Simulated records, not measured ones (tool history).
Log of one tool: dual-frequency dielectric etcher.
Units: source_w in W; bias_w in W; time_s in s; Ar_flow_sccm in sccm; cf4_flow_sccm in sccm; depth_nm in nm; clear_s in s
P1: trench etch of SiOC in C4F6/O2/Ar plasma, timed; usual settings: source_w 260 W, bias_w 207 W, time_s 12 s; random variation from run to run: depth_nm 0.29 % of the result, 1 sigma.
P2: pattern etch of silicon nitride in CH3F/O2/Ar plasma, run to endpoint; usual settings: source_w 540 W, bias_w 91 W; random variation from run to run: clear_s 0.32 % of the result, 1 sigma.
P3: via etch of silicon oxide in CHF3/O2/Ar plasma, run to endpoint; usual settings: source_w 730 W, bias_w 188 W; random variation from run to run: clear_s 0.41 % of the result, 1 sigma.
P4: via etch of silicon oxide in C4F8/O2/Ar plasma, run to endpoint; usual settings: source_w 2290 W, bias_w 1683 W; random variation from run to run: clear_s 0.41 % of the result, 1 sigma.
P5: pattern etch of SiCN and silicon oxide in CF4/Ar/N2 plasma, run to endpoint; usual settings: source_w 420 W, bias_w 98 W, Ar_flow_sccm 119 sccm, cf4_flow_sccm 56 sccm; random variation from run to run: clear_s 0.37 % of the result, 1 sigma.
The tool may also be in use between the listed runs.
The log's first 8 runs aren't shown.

run	hour	process	source_w	bias_w	time_s	Ar_flow_sccm	cf4_flow_sccm	depth_nm	clear_s
9	45.7	P1	260	207	12			21.423	
10	49.3	P1	190	207	12			19.108	
11	52.7	P1	260	207	12			21.405	
12	58.8	P4	3240	1683					198.43
13	64.9	P1	260	121	12			18.121	
14	68.2	P1	260	207	9			16.121	
15	71.3	P1	260	207	12			21.582	
16	75.5	P1	260	207	12			21.476	
17	81.1	P5	420	68		119	56		22.908
18	85.4	P1	340	207	12			23.855	
19	88.9	P5	420	98		70	56		18.632
20	93.4	P5	420	98		119	38		21.297
21	97.8	P3	860	188					329.82
22	101.4	P2	540	56					45.097

The next listed run, before its measurement:
23	104.8	P2	690	91					?

{"run 23": {"clear_s": 34.78}}
